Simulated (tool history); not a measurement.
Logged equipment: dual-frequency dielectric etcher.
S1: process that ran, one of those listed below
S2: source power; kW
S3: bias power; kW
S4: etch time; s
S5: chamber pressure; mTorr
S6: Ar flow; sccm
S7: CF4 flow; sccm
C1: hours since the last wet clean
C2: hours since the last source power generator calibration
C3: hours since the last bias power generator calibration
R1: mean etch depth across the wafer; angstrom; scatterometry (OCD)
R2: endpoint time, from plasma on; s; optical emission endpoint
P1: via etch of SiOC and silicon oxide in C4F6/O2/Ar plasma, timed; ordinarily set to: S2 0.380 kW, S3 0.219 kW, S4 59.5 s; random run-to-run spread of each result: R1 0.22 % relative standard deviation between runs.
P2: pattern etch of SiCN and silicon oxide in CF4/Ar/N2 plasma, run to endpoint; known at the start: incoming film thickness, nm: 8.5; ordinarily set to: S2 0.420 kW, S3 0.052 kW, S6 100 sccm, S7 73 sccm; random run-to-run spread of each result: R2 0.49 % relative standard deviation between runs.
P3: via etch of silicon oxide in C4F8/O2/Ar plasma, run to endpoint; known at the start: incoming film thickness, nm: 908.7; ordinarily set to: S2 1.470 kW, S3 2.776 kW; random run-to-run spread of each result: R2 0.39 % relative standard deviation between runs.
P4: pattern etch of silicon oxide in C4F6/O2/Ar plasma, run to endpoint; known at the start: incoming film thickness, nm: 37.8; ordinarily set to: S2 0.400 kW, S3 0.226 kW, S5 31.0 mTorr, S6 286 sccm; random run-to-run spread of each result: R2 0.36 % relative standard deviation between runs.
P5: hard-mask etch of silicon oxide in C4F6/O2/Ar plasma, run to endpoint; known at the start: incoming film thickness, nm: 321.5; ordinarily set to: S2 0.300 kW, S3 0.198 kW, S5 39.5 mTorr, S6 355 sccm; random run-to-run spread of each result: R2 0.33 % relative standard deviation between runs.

run   hour  S1     S2     S3    S4    S5   S6  S7     C1      C2      C3      R1        R2
  1    2.0  P1  0.380  0.219  59.5                 413.4  1468.9  2236.3  703.39
  2    5.3  P1  0.380  0.219  59.5                 416.7  1472.2  2239.6  703.90
  3    9.3  P1  0.380  0.267  59.5                 420.7  1476.2  2243.6  753.41
  4   11.7  P1  0.380  0.151  59.5                 423.1  1478.6  2246.0  626.79
  5   14.9  P4  0.400  0.269        31.0  286      426.3  1481.8  2249.2           10.7040
  6   19.1  P4  0.400  0.226        31.0  402      430.5  1486.0  2253.4           11.7840
  7   22.9  P5  0.300  0.198        39.5  461      434.3  1489.8  2257.2          116.5900
  8   27.0  P3  1.470  2.776                       438.4  1493.9  2261.3          175.1800
  9   31.1  P5  0.300  0.198        39.5  355      442.5  1498.0  2265.4          113.6300
 10   34.2  P1  0.460  0.219  59.5                 445.6  1501.1  2268.5  760.94
 11   37.8  P2  0.560  0.052              100  73  449.2  1504.7  2272.1            8.9297
 12   41.2  P2  0.420  0.052               69  73  452.6  1508.1  2275.5           10.9900
 13   43.8  P4  0.400  0.226        31.0  286      455.2  1510.7  2278.1           11.3220
 14   46.4  P1  0.380  0.219  78.5                 457.8  1513.3  2280.7  928.76
 15   50.0  P1  0.380  0.219  59.5                 461.4  1516.9  2284.3  707.25
 16   54.0  P3  1.940  2.776                       465.4  1520.9  2288.3          157.0100
 17   57.3  P1  0.380  0.219  41.0                 468.7  1524.2  2291.6  486.20
 18   59.9  P5  0.210  0.198        39.5  355      471.3  1526.8  2294.2          129.8900
 19   62.9  P1  0.380  0.219  59.5                 474.3  1529.8  2297.2  704.97
 20   66.0  P4  0.400  0.226        42.5  286      477.4  1532.9  2300.3           11.8000
 21   68.2  P5  0.300  0.251        39.5  355      479.6  1535.1  2302.5          104.2300
 22   70.5  P3  1.470  3.285                       481.9  1537.4  2304.8          166.2600
 23   73.8  P4  0.550  0.226        31.0  286      485.2  1540.7  2308.1           10.0940
 24   77.8  P1  0.300  0.295  59.5                 489.2  1544.7  2312.1  717.17
 25   82.0  P5  0.300  0.198        55.5  355      493.4  1548.9  2316.3          117.5500
 26   84.4  P1  0.380  0.177  41.0                 495.8  1551.3  2318.7  452.81
 27   87.6  P2  0.420  0.039              100  73  499.0  1554.5  2321.9           12.6050
 28   91.2  P1  0.250  0.219  59.5                 502.6  1558.1  2325.5  601.70
 29   94.7  P2  0.420  0.052              100  52  506.1  1561.6  2329.0           12.2480
 30   97.8  P2  0.420  0.052              100  73  509.2  1564.7  2332.1           11.6230
 31  101.1  P1  0.380  0.219  59.5                 512.5  1568.0  2335.4  705.96
 32  104.7  P1  0.380  0.219  59.5                 516.1  1571.6  2339.0  711.02
 33  108.0  P1  0.380  0.219  59.5                 519.4  1574.9  2342.3  711.01

Run 34 is up next; what results do you expect?
 34  110.1  P1  0.380  0.219  59.5              521.5  1577.0  2344.4   ?

R1: 712.56 angstrom
